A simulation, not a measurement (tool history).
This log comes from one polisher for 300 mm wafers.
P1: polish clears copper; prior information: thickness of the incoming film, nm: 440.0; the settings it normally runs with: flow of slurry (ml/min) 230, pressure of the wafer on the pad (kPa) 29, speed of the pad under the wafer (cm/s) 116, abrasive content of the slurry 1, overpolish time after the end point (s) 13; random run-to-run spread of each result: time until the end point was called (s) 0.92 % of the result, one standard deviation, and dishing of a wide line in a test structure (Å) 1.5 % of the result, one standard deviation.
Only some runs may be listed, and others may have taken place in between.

run	hour	flow of slurry (ml/min)	pressure of the wafer on the pad (kPa)	speed of the pad under the wafer (cm/s)	abrasive content of the slurry	overpolish time after the end point (s)	wafers polished on this pad	hours since the slurry nozzle was cleaned	hours since the head pressure was calibrated	hours since the slurry blender was calibrated	time until the end point was called (s)	dishing of a wide line in a test structure (Å)
1	9.3	230	29	116	1	13	917	180.2	202.1	95.5	80.733	447.23
2	20.9	230	29	116	1.45	13	1007	191.8	213.7	107.1	73.18	486.84
3	31.7	230	29	172	1	13	1091	202.6	224.5	117.9	54.47	597.4
4	41	140	29	116	1	13	1163	211.9	233.8	127.2	88.708	415.18
5	53.1	230	29	116	1	4	1257	224	245.9	139.3	83.054	158.36
6	64	230	44.1	116	1	13	1341	234.9	256.8	150.2	53.143	635.21
7	74.7	230	15.9	116	1	13	1424	245.6	267.5	160.9	146.41	260.78
8	86	230	29	116	1	13	1512	256.9	278.8	172.2	80.732	450.71
9	95	350	29	116	1	13	1582	265.9	287.8	181.2	77.158	463.78
10	105.7	230	29	116	1	13	1665	276.6	298.5	191.9	81.349	440.81
11	111.7	230	29	116	1	25	1711	282.6	304.5	197.9	81.007	712.96
12	121.5	230	29	116	1	13	1787	292.4	314.3	207.7	82.126	439.24
13	127.7	230	29	86	1	13	1836	298.6	320.5	213.9	110.3	358.09
14	133.9	230	29	178	1.45	13	1884	304.8	326.7	220.1	49.588	665.66
15	143.1	230	29	116	0.55	13	1955	314	335.9	229.3	92.36	399.58
16	155.1	315	29	116	1	4	2048	326	347.9	241.3	78.748	160.11
17	166.6	230	29	116	1	13	2137	337.5	359.4	252.8	82.999	445.15
18	175.5	230	29	116	1	13	2206	346.4	368.3	261.7	81.468	438.51
19	182.5	230	29	116	1	13	2261	353.4	375.3	268.7	82.096	445.25
20	190.1	230	29	116	1	13	2320	361	382.9	276.3	82.169	437.95
21	202.9	230	29	116	1	13	2419	373.8	395.7	289.1	83.659	430.65
22	214.9	230	29	116	1	13	2512	385.8	407.7	301.1	83.953	425.05
23	226.5	230	29	116	1	13	2602	397.4	419.3	312.7	84.677	420.81
24	233.1	230	29	116	1	13	2653	404	425.9	319.3	85.115	424.18
# hour 235.3: head pressure recalibrated
25	244.4	230	29	116	1	13	2741	415.3	9.1	330.6	84.738	434.44
# hour 247.7: slurry blender recalibrated
26	255	230	29	116	1	13	2823	425.9	19.7	7.3	86.766	425.68
27	262.3	230	29	116	1	13	2880	433.2	27	14.6	86.039	412.84
28	274.3	230	29	116	1	13	2973	445.2	39	26.6	86.497	435.15

P1 has crept away from where it was. The log is fitted equally well by each of these 2 causes, at the sizes shown:
A: removal rate lost through wear of the pad, % = 5.52
B: slurry flow missing at the pad, % = 33.1
The drift started at roughly hour 182.5.
Ruled out, with reasons:
head's pressure below its setpoint, %: its service at hour 235.3 followed the start of the drift and did not put the process back to its old value
abrasive missing from the slurry, %: its service at hour 247.7 followed the start of the drift and did not put the process back to its old value

Each of the check runs listed below is run on 5 wafers and reports their average, with the results left as question marks. Pick the one under which the possible causes would lead to clearly different results.
check 1	286.3	230	40	116	1	24					?	?
check 2	286.3	140	29	116	1	13					?	?
check 3	286.3	230	29	116	1.35	13					?	?
check 4	286.3	230	29	116	1.25	4					?	?

What each check would give under each cause:
check	result	if A	if B
check 1	time until the end point was called (s)	62.317	62.312
check 1	dishing of a wide line in a test structure (Å)	847.66	847.7
check 2	time until the end point was called (s)	92.611	95.676
check 2	dishing of a wide line in a test structure (Å)	401.64	390.99
check 3	time until the end point was called (s)	80.605	80.599
check 3	dishing of a wide line in a test structure (Å)	449.48	449.51
check 4	time until the end point was called (s)	81.987	81.981
check 4	dishing of a wide line in a test structure (Å)	157.13	157.14
Gap, in per cent, between the two causes that each check separates least, read from the result that separates them most: check 1 0.01 %; check 2 3.26 %; check 3 0.01 %; check 4 0.01 %
Check 2 is the one run that separates the causes; every other check would come out nearly the same whichever cause is at work.

With check 2 done, the readings were: time until the end point was called (s) 95.526; dishing of a wide line in a test structure (Å) 390.97. Identify which of the listed causes applies.

B is the cause: slurry flow missing at the pad, %.
